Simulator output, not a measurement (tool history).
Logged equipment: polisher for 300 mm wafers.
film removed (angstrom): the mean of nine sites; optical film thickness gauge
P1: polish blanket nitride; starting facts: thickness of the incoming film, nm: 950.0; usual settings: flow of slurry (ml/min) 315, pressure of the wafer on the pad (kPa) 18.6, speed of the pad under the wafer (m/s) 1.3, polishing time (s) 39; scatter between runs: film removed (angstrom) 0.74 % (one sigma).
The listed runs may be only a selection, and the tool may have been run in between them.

run	hour	flow of slurry (ml/min)	pressure of the wafer on the pad (kPa)	speed of the pad under the wafer (m/s)	polishing time (s)	wafers polished on this pad	hours since the slurry nozzle was cleaned	hours since the head pressure was calibrated	film removed (angstrom)
1	9.8	315	18.6	1.3	39	706	101.6	667.8	576.48
2	25.8	315	28.3	1.3	39	918	117.6	683.8	874.72
3	35.6	315	18.6	1.3	61	1049	127.4	693.6	914.09
4	46.3	315	18.6	1.64	39	1191	138.1	704.3	699.64
5	61.6	190	22.8	1.3	39	1394	153.4	719.6	672.1
# hour 65.1: head pressure recalibrated
6	77.1	315	18.6	1.3	39	1600	168.9	12	576.39
7	86.7	315	18.6	0.6	39	1727	178.5	21.6	312.16
8	101.7	315	18.6	1.3	39	1927	193.5	36.6	578.82
9	111.1	230	11	1.3	39	2052	202.9	46	333.6
10	127	190	18.6	1.3	39	2263	218.8	61.9	548.25
11	141.8	315	18.6	1.3	39	2459	233.6	76.7	586.85
12	148.8	315	18.6	1.3	39	2552	240.6	83.7	582.2
13	161.5	485	18.6	1.3	39	2721	253.3	96.4	599.57
14	175.9	315	18.6	1.3	39	2912	267.7	110.8	591.14
15	185.9	315	8.3	1.3	39	3045	277.7	120.8	260.9
16	197.2	315	18.6	1.3	39	3195	289	132.1	577.87
17	206.6	315	18.6	1.3	24	3320	298.4	141.5	363.5
18	214.9	405	18.6	1.3	21	3431	306.7	149.8	321.37
19	222.8	315	18.6	1.3	39	3535	314.6	157.7	580.84
20	235.4	315	18.6	1.3	39	3703	327.2	170.3	569.34
21	242.6	315	18.6	1.3	39	3798	334.4	177.5	571.17
22	256	315	18.6	1.3	39	3977	347.8	190.9	562.82
23	267	315	18.6	1.3	39	4123	358.8	201.9	565.54
# hour 272.6: worn pad replaced by a new one
24	278.9	315	18.6	1.3	39	84	370.7	213.8	566.4
25	293.2	315	18.6	1.3	39	274	385	228.1	555.97
26	300.6	315	18.6	1.3	39	373	392.4	235.5	555.01
27	311	315	18.6	1.3	39	511	402.8	245.9	558.19
28	325.8	315	18.6	1.3	39	707	417.6	260.7	557.03
29	339.1	315	18.6	1.3	39	884	430.9	274	556.81

P1 no longer gives what it gave before; its output has crept away from where it was. The following 2 causes, each at its listed size, fit the log equally well:
A: head's pressure below its setpoint, % = 5.02
B: slurry flow missing at the pad, % = 37.8
The gradual shift began around hour 222.8.
What rules out each remaining cause:
removal rate lost through wear of the pad, %: maintenance at hour 272.6, after the shift began, did not return the process to its former output

Which of the 4 check runs listed below, each an average over 3 wafers with its results shown as question marks, gives clearly different results under the different listed causes?
check 1	352.4	315	18.6	0.66	39				?
check 2	352.4	315	9	1	39				?
check 3	352.4	190	14.5	1.3	39				?
check 4	352.4	315	18.6	0.62	29				?

Check results expected under each cause:
check	result	if A	if B
check 1	film removed (angstrom)	322.03	322.03
check 2	film removed (angstrom)	216.19	216.19
check 3	film removed (angstrom)	407.45	394.93
check 4	film removed (angstrom)	227.78	227.77
Smallest distance between any two causes, each pair judged by its most separating result, in per cent: check 1 0 %; check 2 0 %; check 3 3.12 %; check 4 0 %
Of the check runs offered, only check 3 discriminates between the causes; the rest would read about the same regardless of which cause applies.

Here is what check 3 returned: film removed (angstrom) 408.38. Which cause is it?

The cause is A: head's pressure below its setpoint, %.
